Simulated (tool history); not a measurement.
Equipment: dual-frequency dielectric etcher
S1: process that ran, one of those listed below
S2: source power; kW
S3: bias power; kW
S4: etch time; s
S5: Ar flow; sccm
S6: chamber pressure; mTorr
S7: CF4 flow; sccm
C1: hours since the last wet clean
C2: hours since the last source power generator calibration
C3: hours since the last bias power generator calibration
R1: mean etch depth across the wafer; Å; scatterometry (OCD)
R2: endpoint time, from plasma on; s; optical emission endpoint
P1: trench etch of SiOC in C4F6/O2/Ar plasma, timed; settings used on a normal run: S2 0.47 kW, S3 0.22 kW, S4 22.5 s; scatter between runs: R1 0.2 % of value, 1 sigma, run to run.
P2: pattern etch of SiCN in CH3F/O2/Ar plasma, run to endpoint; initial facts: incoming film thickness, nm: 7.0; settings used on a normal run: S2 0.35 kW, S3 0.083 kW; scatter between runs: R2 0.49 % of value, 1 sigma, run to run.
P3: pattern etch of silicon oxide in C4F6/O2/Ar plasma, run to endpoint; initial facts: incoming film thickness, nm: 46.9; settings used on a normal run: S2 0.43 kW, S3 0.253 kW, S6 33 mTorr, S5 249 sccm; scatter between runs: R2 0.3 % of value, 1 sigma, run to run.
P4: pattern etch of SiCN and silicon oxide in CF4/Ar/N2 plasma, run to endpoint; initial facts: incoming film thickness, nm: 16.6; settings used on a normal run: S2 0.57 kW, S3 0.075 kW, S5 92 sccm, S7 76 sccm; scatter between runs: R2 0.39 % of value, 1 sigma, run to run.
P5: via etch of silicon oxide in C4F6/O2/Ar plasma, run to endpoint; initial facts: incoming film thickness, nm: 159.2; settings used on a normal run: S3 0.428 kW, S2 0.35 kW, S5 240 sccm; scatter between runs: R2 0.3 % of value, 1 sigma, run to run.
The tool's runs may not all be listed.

run 1 hour=13.4 | S1=P1 S2=0.47 S3=0.22 S4=22.5 | C1=172.1 C2=2285.9 C3=524.2 | R1=520.02
run 2 hour=24 | S1=P5 S2=0.35 S3=0.546 S5=240 | C1=182.7 C2=2296.5 C3=534.8 | R2=35.108
run 3 hour=38.4 | S1=P1 S2=0.47 S3=0.22 S4=22.5 | C1=197.1 C2=2310.9 C3=549.2 | R1=519.01
run 4 hour=46.2 | S1=P1 S2=0.47 S3=0.22 S4=22.5 | C1=204.9 C2=2318.7 C3=557 | R1=519.4
run 5 hour=56.7 | S1=P5 S2=0.35 S3=0.428 S5=330 | C1=215.4 C2=2329.2 C3=567.5 | R2=39.856
run 6 hour=72 | S1=P2 S2=0.47 S3=0.083 | C1=230.7 C2=2344.5 C3=582.8 | R2=16.721
run 7 hour=80.6 | S1=P5 S2=0.25 S3=0.428 S5=240 | C1=239.3 C2=2353.1 C3=591.4 | R2=43.644
run 8 hour=95.6 | S1=P3 S2=0.31 S3=0.253 S5=249 S6=33 | C1=254.3 C2=2368.1 C3=606.4 | R2=14.561
run 9 hour=107.8 | S1=P1 S2=0.47 S3=0.286 S4=22.5 | C1=266.5 C2=2380.3 C3=618.6 | R1=567.37
run 10 hour=121.6 | S1=P1 S2=0.47 S3=0.161 S4=22.5 | C1=280.3 C2=2394.1 C3=632.4 | R1=471.28
run 11 hour=132.3 | S1=P1 S2=0.66 S3=0.22 S4=22.5 | C1=291 C2=2404.8 C3=643.1 | R1=593.96
run 12 hour=145.7 | S1=P2 S2=0.35 S3=0.053 | C1=304.4 C2=2418.2 C3=656.5 | R2=21.812
run 13 hour=160.4 | S1=P4 S2=0.72 S3=0.075 S5=92 S7=76 | C1=319.1 C2=2432.9 C3=671.2 | R2=11.885
run 14 hour=174.3 | S1=P3 S2=0.43 S3=0.253 S5=164 S6=33 | C1=333 C2=2446.8 C3=685.1 | R2=12.254
run 15 hour=184.1 | S1=P5 S2=0.35 S3=0.428 S5=240 | C1=342.8 C2=2456.6 C3=694.9 | R2=38.47
run 16 hour=200.4 | S1=P1 S2=0.47 S3=0.22 S4=15 | C1=359.1 C2=2472.9 C3=711.2 | R1=346.87
run 17 hour=216.3 | S1=P1 S2=0.47 S3=0.22 S4=22.5 | C1=375 C2=2488.8 C3=727.1 | R1=521.36
run 18 hour=224 | S1=P4 S2=0.57 S3=0.075 S5=92 S7=90 | C1=382.7 C2=2496.5 C3=734.8 | R2=14.383
run 19 hour=241.2 | S1=P1 S2=0.31 S3=0.22 S4=22.5 | C1=399.9 C2=2513.7 C3=752 | R1=444.91
run 20 hour=253.4 | S1=P3 S2=0.43 S3=0.253 S5=249 S6=33 | C1=412.1 C2=2525.9 C3=764.2 | R2=12.893
run 21 hour=270.1 | S1=P1 S2=0.32 S3=0.22 S4=16.5 | C1=428.8 C2=2542.6 C3=780.9 | R1=330.13
run 22 hour=278.7 | S1=P4 S2=0.57 S3=0.092 S5=92 S7=76 | C1=437.4 C2=2551.2 C3=789.5 | R2=13.768
run 23 hour=287.7 | S1=P1 S2=0.47 S3=0.22 S4=22.5 | C1=446.4 C2=2560.2 C3=798.5 | R1=518.38
run 24 hour=295.8 | S1=P1 S2=0.47 S3=0.22 S4=22.5 | C1=454.5 C2=2568.3 C3=806.6 | R1=519.86
run 25 hour=310.1 | S1=P2 S2=0.35 S3=0.083 | C1=468.8 C2=2582.6 C3=820.9 | R2=18.595
run 26 hour=326 | S1=P4 S2=0.57 S3=0.075 S5=123 S7=76 | C1=484.7 C2=2598.5 C3=836.8 | R2=15.339
run 27 hour=338.5 | S1=P5 S2=0.35 S3=0.428 S5=240 | C1=497.2 C2=2611 C3=849.3 | R2=38.377
run 28 hour=347.5 | S1=P3 S2=0.43 S3=0.253 S5=249 S6=40.5 | C1=506.2 C2=2620 C3=858.3 | R2=13.11
run 29 hour=358 | S1=P4 S2=0.57 S3=0.075 S5=92 S7=76 | C1=516.7 C2=2630.5 C3=868.8 | R2=14.797
run 30 hour=366.3 | S1=P1 S2=0.47 S3=0.22 S4=22.5 | C1=525 C2=2638.8 C3=877.1 | R1=520.74
run 31 hour=377.5 | S1=P3 S2=0.43 S3=0.156 S5=249 S6=33 | C1=536.2 C2=2650 C3=888.3 | R2=14.985
run 32 hour=388.6 | S1=P1 S2=0.47 S3=0.22 S4=30 | C1=547.3 C2=2661.1 C3=899.4 | R1=693.32
run 33 hour=396.7 | S1=P2 S2=0.35 S3=0.083 | C1=555.4 C2=2669.2 C3=907.5 | R2=18.543
run 34 hour=412.3 | S1=P1 S2=0.35 S3=0.22 S4=28 | C1=571 C2=2684.8 C3=923.1 | R1=577.69
run 35 hour=428.9 | S1=P1 S2=0.47 S3=0.22 S4=22.5 | C1=587.6 C2=2701.4 C3=939.7 | R1=519.98
run 36 hour=442.8 | S1=P1 S2=0.47 S3=0.22 S4=22.5 | C1=601.5 C2=2715.3 C3=953.6 | R1=516.55
run 37 hour=452.2 | S1=P1 S2=0.47 S3=0.22 S4=22.5 | C1=610.9 C2=2724.7 C3=963 | R1=514.66
run 38 hour=465.1 | S1=P1 S2=0.47 S3=0.22 S4=22.5 | C1=623.8 C2=2737.6 C3=975.9 | R1=511.63
run 39 hour=477.4 | S1=P1 S2=0.47 S3=0.22 S4=22.5 | C1=636.1 C2=2749.9 C3=988.2 | R1=511.83
-- hour=483.9 wet clean of the chamber
run 40 hour=489.8 | S1=P1 S2=0.47 S3=0.22 S4=22.5 | C1=5.9 C2=2762.3 C3=1000.6 | R1=513.05
run 41 hour=498.7 | S1=P1 S2=0.47 S3=0.22 S4=22.5 | C1=14.8 C2=2771.2 C3=1009.5 | R1=511.29
run 42 hour=515.6 | S1=P1 S2=0.47 S3=0.22 S4=22.5 | C1=31.7 C2=2788.1 C3=1026.4 | R1=510.78

Something has made what P1 gives creep away from where it was; the 2 causes below, each at its own stated size, fit the log equally well:
A: bias power that arrives under what is set, % = 4.97
B: source power that arrives under what is set, % = 4.2
The onset of the drift is placed at about hour 428.9.
Why every other cause is out:
chamber walls in a state that lowers the etch rate, %: serviced at hour 483.9, after the drift had started, without restoring the earlier output

Each of the check runs listed below is run on 2 wafers and reports their average, with the results left as question marks. Pick the one under which the possible causes would lead to clearly different results.
run check 1 hour=532.5 | S1=P5 S2=0.3 S3=0.428 S5=240 | R2=?
run check 2 hour=532.5 | S1=P4 S2=0.57 S3=0.075 S5=123 S7=76 | R2=?
run check 3 hour=532.5 | S1=P3 S2=0.32 S3=0.206 S5=249 S6=33 | R2=?
run check 4 hour=532.5 | S1=P2 S2=0.46 S3=0.065 | R2=?

What every check run would give for each of its results, assuming each possible cause in turn:
check=check_1 result=R2 if_A=41.529 if_B=41.405
check=check_2 result=R2 if_A=15.637 if_B=15.961
check=check_3 result=R2 if_A=15.709 if_B=15.705
check=check_4 result=R2 if_A=18.62 if_B=18.601
Distance between the nearest two causes, measured in the result of the check that separates them most: check 1 0.3 %; check 2 2.05 %; check 3 0.02 %; check 4 0.1 %
Check 2 tells the causes apart: in the others they would give nearly the same result.

Running check 2 produced the following: R2 16.004 s. Which one of the listed causes fits?

Of the candidate causes, it is B: source power that arrives under what is set, %.
